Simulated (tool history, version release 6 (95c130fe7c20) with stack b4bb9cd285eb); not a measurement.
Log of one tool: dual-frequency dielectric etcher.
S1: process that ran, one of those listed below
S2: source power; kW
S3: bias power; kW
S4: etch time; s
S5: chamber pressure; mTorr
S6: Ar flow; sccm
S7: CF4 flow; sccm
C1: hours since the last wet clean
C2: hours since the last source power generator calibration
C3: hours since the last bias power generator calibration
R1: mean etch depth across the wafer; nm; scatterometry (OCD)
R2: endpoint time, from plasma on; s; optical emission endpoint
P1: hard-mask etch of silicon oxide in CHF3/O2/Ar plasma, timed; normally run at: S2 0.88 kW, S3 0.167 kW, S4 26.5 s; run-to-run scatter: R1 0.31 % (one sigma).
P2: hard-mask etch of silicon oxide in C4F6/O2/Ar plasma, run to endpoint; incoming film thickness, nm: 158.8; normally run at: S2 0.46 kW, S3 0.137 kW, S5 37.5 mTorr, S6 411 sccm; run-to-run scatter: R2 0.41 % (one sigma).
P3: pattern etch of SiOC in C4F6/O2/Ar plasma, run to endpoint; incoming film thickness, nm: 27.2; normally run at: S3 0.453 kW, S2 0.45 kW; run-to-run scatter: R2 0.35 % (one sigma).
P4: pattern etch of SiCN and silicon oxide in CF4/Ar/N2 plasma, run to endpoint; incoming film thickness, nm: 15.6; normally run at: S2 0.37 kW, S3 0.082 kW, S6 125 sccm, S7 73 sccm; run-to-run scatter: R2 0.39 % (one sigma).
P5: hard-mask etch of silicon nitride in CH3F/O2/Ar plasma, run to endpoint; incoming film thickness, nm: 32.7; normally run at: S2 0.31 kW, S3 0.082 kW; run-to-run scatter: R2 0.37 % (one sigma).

Run 1, day 0.479: S1 P1, S2 0.88 kW, S3 0.167 kW, S4 26.5 s; C1 448.3; C2 2248.4; C3 1587.2. Result: R1 57.697 nm.
Run 2, day 0.904: S1 P1, S2 0.88 kW, S3 0.167 kW, S4 26.5 s; C1 458.5; C2 2258.6; C3 1597.4. Result: R1 57.854 nm.
Run 3, day 1.371: S1 P5, S2 0.42 kW, S3 0.082 kW; C1 469.7; C2 2269.8; C3 1608.6. Result: R2 45.465 s.
Run 4, day 1.95: S1 P1, S2 0.88 kW, S3 0.167 kW, S4 26.5 s; C1 483.6; C2 2283.7; C3 1622.5. Result: R1 57.788 nm.
Run 5, day 2.642: S1 P3, S2 0.55 kW, S3 0.453 kW; C1 500.2; C2 2300.3; C3 1639.1. Result: R2 8.4367 s.
Run 6, day 3.104: S1 P2, S2 0.46 kW, S3 0.137 kW, S5 37.5 mTorr, S6 411 sccm; C1 511.3; C2 2311.4; C3 1650.2. Result: R2 55.116 s.
Run 7, day 3.762: S1 P2, S2 0.46 kW, S3 0.137 kW, S5 29 mTorr, S6 411 sccm; C1 527.1; C2 2327.2; C3 1666. Result: R2 52.969 s.
Run 8, day 4.104: S1 P1, S2 0.88 kW, S3 0.167 kW, S4 26.5 s; C1 535.3; C2 2335.4; C3 1674.2. Result: R1 57.809 nm.
Run 9, day 4.45: S1 P1, S2 0.88 kW, S3 0.167 kW, S4 37 s; C1 543.6; C2 2343.7; C3 1682.5. Result: R1 80.766 nm.
Run 10, day 4.833: S1 P1, S2 0.88 kW, S3 0.167 kW, S4 16 s; C1 552.8; C2 2352.9; C3 1691.7. Result: R1 34.824 nm.
Run 11, day 5.179: S1 P1, S2 0.88 kW, S3 0.202 kW, S4 20 s; C1 561.1; C2 2361.2; C3 1700. Result: R1 46.446 nm.
Run 12, day 5.875: S1 P4, S2 0.37 kW, S3 0.052 kW, S6 125 sccm, S7 73 sccm; C1 577.8; C2 2377.9; C3 1716.7. Result: R2 24.436 s.
Run 13, day 6.475: S1 P4, S2 0.37 kW, S3 0.082 kW, S6 125 sccm, S7 87 sccm; C1 592.2; C2 2392.3; C3 1731.1. Result: R2 20.448 s.
Run 14, day 7.133: S1 P2, S2 0.64 kW, S3 0.137 kW, S5 37.5 mTorr, S6 411 sccm; C1 608; C2 2408.1; C3 1746.9. Result: R2 47.802 s.
Run 15, day 7.712: S1 P1, S2 1.23 kW, S3 0.167 kW, S4 26.5 s; C1 621.9; C2 2422; C3 1760.8. Result: R1 65.608 nm.
Run 16, day 8.279: S1 P1, S2 0.88 kW, S3 0.167 kW, S4 26.5 s; C1 635.5; C2 2435.6; C3 1774.4. Result: R1 57.847 nm.
Run 17, day 8.679: S1 P2, S2 0.46 kW, S3 0.137 kW, S5 37.5 mTorr, S6 494 sccm; C1 645.1; C2 2445.2; C3 1784. Result: R2 56.244 s.
Run 18, day 9.358: S1 P4, S2 0.37 kW, S3 0.082 kW, S6 99 sccm, S7 73 sccm; C1 661.4; C2 2461.5; C3 1800.3. Result: R2 20.194 s.
Run 19, day 10.133: S1 P2, S2 0.46 kW, S3 0.182 kW, S5 37.5 mTorr, S6 411 sccm; C1 680; C2 2480.1; C3 1818.9. Result: R2 50.513 s.
Run 20, day 10.692: S1 P1, S2 0.61 kW, S3 0.167 kW, S4 26.5 s; C1 693.4; C2 2493.5; C3 1832.3. Result: R1 50.451 nm.
Run 21, day 11.375: S1 P1, S2 0.88 kW, S3 0.231 kW, S4 21 s; C1 709.8; C2 2509.9; C3 1848.7. Result: R1 51.184 nm.
Run 22, day 11.783: S1 P1, S2 0.88 kW, S3 0.22 kW, S4 26.5 s; C1 719.6; C2 2519.7; C3 1858.5. Result: R1 63.355 nm.
At day 12: wet clean of the chamber.
Run 23, day 12.329: S1 P1, S2 0.88 kW, S3 0.105 kW, S4 26.5 s; C1 7.9; C2 2532.8; C3 1871.6. Result: R1 50.154 nm.
Run 24, day 12.875: S1 P4, S2 0.47 kW, S3 0.082 kW, S6 125 sccm, S7 73 sccm; C1 21; C2 2545.9; C3 1884.7. Result: R2 16.895 s.
Run 25, day 13.221: S1 P5, S2 0.31 kW, S3 0.051 kW; C1 29.3; C2 2554.2; C3 1893. Result: R2 59.829 s.
Run 26, day 13.967: S1 P1, S2 0.88 kW, S3 0.167 kW, S4 26.5 s; C1 47.2; C2 2572.1; C3 1910.9. Result: R1 57.626 nm.
Run 27, day 14.442: S1 P5, S2 0.31 kW, S3 0.082 kW; C1 58.6; C2 2583.5; C3 1922.3. Result: R2 50.626 s.
Run 28, day 14.821: S1 P4, S2 0.37 kW, S3 0.082 kW, S6 125 sccm, S7 73 sccm; C1 67.7; C2 2592.6; C3 1931.4. Result: R2 20.961 s.
Run 29, day 15.521: S1 P3, S2 0.45 kW, S3 0.279 kW; C1 84.5; C2 2609.4; C3 1948.2. Result: R2 10.707 s.
Run 30, day 16.292: S1 P3, S2 0.45 kW, S3 0.453 kW; C1 103; C2 2627.9; C3 1966.7. Result: R2 9.0769 s.
Run 31, day 16.95: S1 P1, S2 0.88 kW, S3 0.167 kW, S4 26.5 s; C1 118.8; C2 2643.7; C3 1982.5. Result: R1 57.681 nm.
Run 32, day 17.446: S1 P1, S2 0.88 kW, S3 0.167 kW, S4 26.5 s; C1 130.7; C2 2655.6; C3 1994.4. Result: R1 57.399 nm.
Run 33, day 18.062: S1 P1, S2 0.88 kW, S3 0.167 kW, S4 26.5 s; C1 145.5; C2 2670.4; C3 2009.2. Result: R1 57.166 nm.
Run 34, day 18.508: S1 P1, S2 0.88 kW, S3 0.167 kW, S4 26.5 s; C1 156.2; C2 2681.1; C3 2019.9. Result: R1 57.241 nm.
Run 35, day 18.883: S1 P1, S2 0.88 kW, S3 0.167 kW, S4 26.5 s; C1 165.2; C2 2690.1; C3 2028.9. Result: R1 57.331 nm.
Run 36, day 19.425: S1 P1, S2 0.88 kW, S3 0.167 kW, S4 26.5 s; C1 178.2; C2 2703.1; C3 2041.9. Result: R1 56.984 nm.
At day 19.954: wet clean of the chamber.
Run 37, day 20.075: S1 P1, S2 0.88 kW, S3 0.167 kW, S4 26.5 s; C1 3; C2 2718.7; C3 2057.5. Result: R1 57.138 nm.
Run 38, day 20.821: S1 P1, S2 0.88 kW, S3 0.167 kW, S4 26.5 s; C1 20.9; C2 2736.6; C3 2075.4. Result: R1 56.94 nm.
Run 39, day 21.562: S1 P1, S2 0.88 kW, S3 0.167 kW, S4 26.5 s; C1 38.7; C2 2754.4; C3 2093.2. Result: R1 56.969 nm.
Run 40, day 22.229: S1 P1, S2 0.88 kW, S3 0.167 kW, S4 26.5 s; C1 54.7; C2 2770.4; C3 2109.2. Result: R1 56.801 nm.
Run 41, day 22.712: S1 P1, S2 0.88 kW, S3 0.167 kW, S4 26.5 s; C1 66.3; C2 2782; C3 2120.8. Result: R1 56.822 nm.

What P1 gives has crept away from where it was. These 2 causes fit the log equally well, each at the size given:
A: source power that arrives under what is set, % = 3.97
B: bias power that arrives under what is set, % = 4.78
The creep began at about day 16.95.
Why every other cause is out:
chamber walls in a state that lowers the etch rate, %: serviced at day 19.954, which brought nothing back

4 check runs are offered, each on 2 wafers whose results are averaged, their results left as question marks. Which one tells the causes apart?
Run check 1, day 23.196: S1 P3, S2 0.53 kW, S3 0.346 kW. Result: R2 ?.
Run check 2, day 23.196: S1 P2, S2 0.57 kW, S3 0.176 kW, S5 37.5 mTorr, S6 411 sccm. Result: R2 ?.
Run check 3, day 23.196: S1 P5, S2 0.41 kW, S3 0.052 kW. Result: R2 ?.
Run check 4, day 23.196: S1 P4, S2 0.47 kW, S3 0.053 kW, S6 125 sccm, S7 73 sccm. Result: R2 ?.

What each check would give under each cause:
  check  result    if A    if B
check 1      R2  9.5576  9.5731
check 2      R2  47.715  47.666
check 3      R2  54.147  54.127
check 4      R2  20.404  19.995
How far apart the two closest causes lie, in the result that separates them most: check 1 0.16 %; check 2 0.1 %; check 3 0.04 %; check 4 2.02 %
Check 4 tells the causes apart: in the others they would give nearly the same result.

Check 4 was then run and gave: R2 19.982 s. Which cause is it?

It is B: bias power that arrives under what is set, %.
